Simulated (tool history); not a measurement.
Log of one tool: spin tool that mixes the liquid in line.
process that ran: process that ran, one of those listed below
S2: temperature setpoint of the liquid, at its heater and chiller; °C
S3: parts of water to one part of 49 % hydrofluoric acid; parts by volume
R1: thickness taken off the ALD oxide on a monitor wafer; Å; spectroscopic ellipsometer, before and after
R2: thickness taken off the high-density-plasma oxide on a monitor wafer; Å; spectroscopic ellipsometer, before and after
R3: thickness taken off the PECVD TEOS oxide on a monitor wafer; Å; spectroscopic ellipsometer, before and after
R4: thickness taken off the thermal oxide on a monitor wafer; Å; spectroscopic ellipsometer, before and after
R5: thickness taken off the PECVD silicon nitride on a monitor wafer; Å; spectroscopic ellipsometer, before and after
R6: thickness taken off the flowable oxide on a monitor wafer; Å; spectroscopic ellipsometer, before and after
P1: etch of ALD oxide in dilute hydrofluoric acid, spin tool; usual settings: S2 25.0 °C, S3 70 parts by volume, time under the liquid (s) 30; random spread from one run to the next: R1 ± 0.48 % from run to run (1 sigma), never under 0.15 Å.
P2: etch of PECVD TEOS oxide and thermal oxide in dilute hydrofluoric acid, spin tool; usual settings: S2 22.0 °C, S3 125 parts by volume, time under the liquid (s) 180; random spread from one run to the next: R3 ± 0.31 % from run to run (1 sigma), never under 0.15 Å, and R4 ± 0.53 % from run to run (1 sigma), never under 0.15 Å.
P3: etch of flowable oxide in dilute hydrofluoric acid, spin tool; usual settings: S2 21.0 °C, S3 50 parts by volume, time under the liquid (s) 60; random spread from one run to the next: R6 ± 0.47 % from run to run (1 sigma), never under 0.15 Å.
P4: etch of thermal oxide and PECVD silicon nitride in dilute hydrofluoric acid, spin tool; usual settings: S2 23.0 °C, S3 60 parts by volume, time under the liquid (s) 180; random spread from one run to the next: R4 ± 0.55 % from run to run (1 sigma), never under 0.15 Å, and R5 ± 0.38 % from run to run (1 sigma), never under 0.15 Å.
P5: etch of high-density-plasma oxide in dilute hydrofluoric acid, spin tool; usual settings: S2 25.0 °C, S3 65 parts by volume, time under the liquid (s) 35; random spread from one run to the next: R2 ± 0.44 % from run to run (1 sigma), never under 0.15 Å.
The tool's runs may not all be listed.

run 1 hour=4.3 | process_that_ran=P1 S2=25.0 S3=70 time_under_the_liquid_(s)=30 | R1=66.635
run 2 hour=10.5 | process_that_ran=P1 S2=25.0 S3=70 time_under_the_liquid_(s)=30 | R1=66.319
run 3 hour=14.7 | process_that_ran=P1 S2=31.5 S3=70 time_under_the_liquid_(s)=30 | R1=85.953
run 4 hour=18.6 | process_that_ran=P1 S2=25.0 S3=70 time_under_the_liquid_(s)=30 | R1=66.446
run 5 hour=22.0 | process_that_ran=P5 S2=25.0 S3=65 time_under_the_liquid_(s)=35 | R2=52.685
-- hour=23.2 thermometer replaced
run 6 hour=28.0 | process_that_ran=P1 S2=25.0 S3=70 time_under_the_liquid_(s)=30 | R1=66.855
run 7 hour=33.3 | process_that_ran=P1 S2=25.0 S3=70 time_under_the_liquid_(s)=15 | R1=33.361
run 8 hour=36.9 | process_that_ran=P1 S2=25.0 S3=45 time_under_the_liquid_(s)=15 | R1=53.062
run 9 hour=41.2 | process_that_ran=P2 S2=22.0 S3=125 time_under_the_liquid_(s)=60 | R3=73.512 R4=20.076
run 10 hour=44.9 | process_that_ran=P4 S2=18.5 S3=60 time_under_the_liquid_(s)=180 | R4=118.650 R5=38.456
run 11 hour=50.2 | process_that_ran=P4 S2=23.0 S3=35 time_under_the_liquid_(s)=180 | R4=251.060 R5=89.408
run 12 hour=53.7 | process_that_ran=P3 S2=29.0 S3=50 time_under_the_liquid_(s)=60 | R6=516.87
run 13 hour=58.5 | process_that_ran=P4 S2=23.0 S3=60 time_under_the_liquid_(s)=180 | R4=143.590 R5=52.724
run 14 hour=62.8 | process_that_ran=P1 S2=19.5 S3=70 time_under_the_liquid_(s)=15 | R1=26.449
run 15 hour=66.3 | process_that_ran=P4 S2=23.0 S3=60 time_under_the_liquid_(s)=330 | R4=261.480 R5=95.863
run 16 hour=69.0 | process_that_ran=P2 S2=22.0 S3=125 time_under_the_liquid_(s)=180 | R3=222.220 R4=59.597
run 17 hour=72.0 | process_that_ran=P5 S2=25.0 S3=35 time_under_the_liquid_(s)=35 | R2=102.460
run 18 hour=76.5 | process_that_ran=P1 S2=25.0 S3=125 time_under_the_liquid_(s)=30 | R1=34.977
run 19 hour=79.7 | process_that_ran=P5 S2=25.0 S3=65 time_under_the_liquid_(s)=35 | R2=52.329
run 20 hour=83.3 | process_that_ran=P1 S2=25.0 S3=70 time_under_the_liquid_(s)=60 | R1=132.960
run 21 hour=89.1 | process_that_ran=P2 S2=22.0 S3=45 time_under_the_liquid_(s)=180 | R3=679.630 R4=181.710
run 22 hour=94.3 | process_that_ran=P3 S2=21.0 S3=50 time_under_the_liquid_(s)=30 | R6=185.00
run 23 hour=100.1 | process_that_ran=P1 S2=25.0 S3=30 time_under_the_liquid_(s)=30 | R1=164.100
run 24 hour=106.2 | process_that_ran=P1 S2=18.5 S3=70 time_under_the_liquid_(s)=30 | R1=50.665
run 25 hour=110.5 | process_that_ran=P3 S2=21.0 S3=50 time_under_the_liquid_(s)=60 | R6=369.66
run 26 hour=116.0 | process_that_ran=P4 S2=23.0 S3=60 time_under_the_liquid_(s)=180 | R4=143.500 R5=52.337
run 27 hour=121.7 | process_that_ran=P1 S2=21.5 S3=25 time_under_the_liquid_(s)=30 | R1=168.960
run 28 hour=126.2 | process_that_ran=P5 S2=17.0 S3=65 time_under_the_liquid_(s)=35 | R2=37.981
run 29 hour=129.2 | process_that_ran=P3 S2=21.0 S3=90 time_under_the_liquid_(s)=60 | R6=197.46
run 30 hour=134.6 | process_that_ran=P5 S2=25.0 S3=65 time_under_the_liquid_(s)=65 | R2=98.475
run 31 hour=137.3 | process_that_ran=P2 S2=29.5 S3=125 time_under_the_liquid_(s)=180 | R3=293.910 R4=80.645
run 32 hour=141.3 | process_that_ran=P1 S2=25.0 S3=70 time_under_the_liquid_(s)=30 | R1=65.980
run 33 hour=147.3 | process_that_ran=P1 S2=25.0 S3=70 time_under_the_liquid_(s)=30 | R1=66.533
run 34 hour=152.4 | process_that_ran=P1 S2=25.0 S3=70 time_under_the_liquid_(s)=30 | R1=68.714
run 35 hour=155.9 | process_that_ran=P1 S2=25.0 S3=70 time_under_the_liquid_(s)=30 | R1=69.723
run 36 hour=160.2 | process_that_ran=P1 S2=25.0 S3=70 time_under_the_liquid_(s)=30 | R1=70.291
run 37 hour=164.3 | process_that_ran=P1 S2=25.0 S3=70 time_under_the_liquid_(s)=30 | R1=71.159
run 38 hour=169.4 | process_that_ran=P1 S2=25.0 S3=70 time_under_the_liquid_(s)=30 | R1=71.013
run 39 hour=174.6 | process_that_ran=P1 S2=25.0 S3=70 time_under_the_liquid_(s)=30 | R1=72.335
run 40 hour=177.3 | process_that_ran=P1 S2=25.0 S3=70 time_under_the_liquid_(s)=30 | R1=71.860
run 41 hour=180.6 | process_that_ran=P1 S2=25.0 S3=70 time_under_the_liquid_(s)=30 | R1=71.805
run 42 hour=186.2 | process_that_ran=P1 S2=25.0 S3=70 time_under_the_liquid_(s)=30 | R1=72.212
run 43 hour=189.4 | process_that_ran=P1 S2=25.0 S3=70 time_under_the_liquid_(s)=30 | R1=72.018
run 44 hour=193.5 | process_that_ran=P1 S2=25.0 S3=70 time_under_the_liquid_(s)=30 | R1=71.279

P1 no longer gives what it gave before; its output has crept away from where it was. The following 2 causes, each at its listed size, fit the log equally well:
A: hydrofluoric acid flow above the setpoint (%) = 7.95
B: liquid hotter than its thermometer reads (K) = 2.1
The onset of the drift is placed at about hour 147.3.

Listed below are the offered check runs, one wafer per run, with question marks in place of results. For which of them would the causes give clearly different outcomes?
run check 1 hour=197.6 | process_that_ran=P4 S2=23.0 S3=60 time_under_the_liquid_(s)=180 | R4=? R5=?
run check 2 hour=197.6 | process_that_ran=P5 S2=25.0 S3=65 time_under_the_liquid_(s)=35 | R2=?
run check 3 hour=197.6 | process_that_ran=P3 S2=21.0 S3=50 time_under_the_liquid_(s)=60 | R6=?
run check 4 hour=197.6 | process_that_ran=P2 S2=22.0 S3=125 time_under_the_liquid_(s)=180 | R3=? R4=?

Outcome of each check run for each possible cause:
check=check_1 result=R4 if_A=154.660 if_B=155.210
check=check_1 result=R5 if_A=56.632 if_B=60.493
check=check_2 result=R2 if_A=57.343 if_B=57.402
check=check_3 result=R6 if_A=403.40 if_B=406.14
check=check_4 result=R3 if_A=242.000 if_B=240.900
check=check_4 result=R4 if_A=65.204 if_B=64.908
Distance between the nearest two causes, measured in the result of the check that separates them most: check 1 6.6 %; check 2 0.1 %; check 3 0.68 %; check 4 0.45 %
Of the check runs offered, only check 1 discriminates between the causes; the rest would read about the same regardless of which cause applies.

Running check 1 produced the following: R4 154.950 Å; R5 56.728 Å. Which one of the listed causes fits?

It was cause A: hydrofluoric acid flow above the setpoint (%).
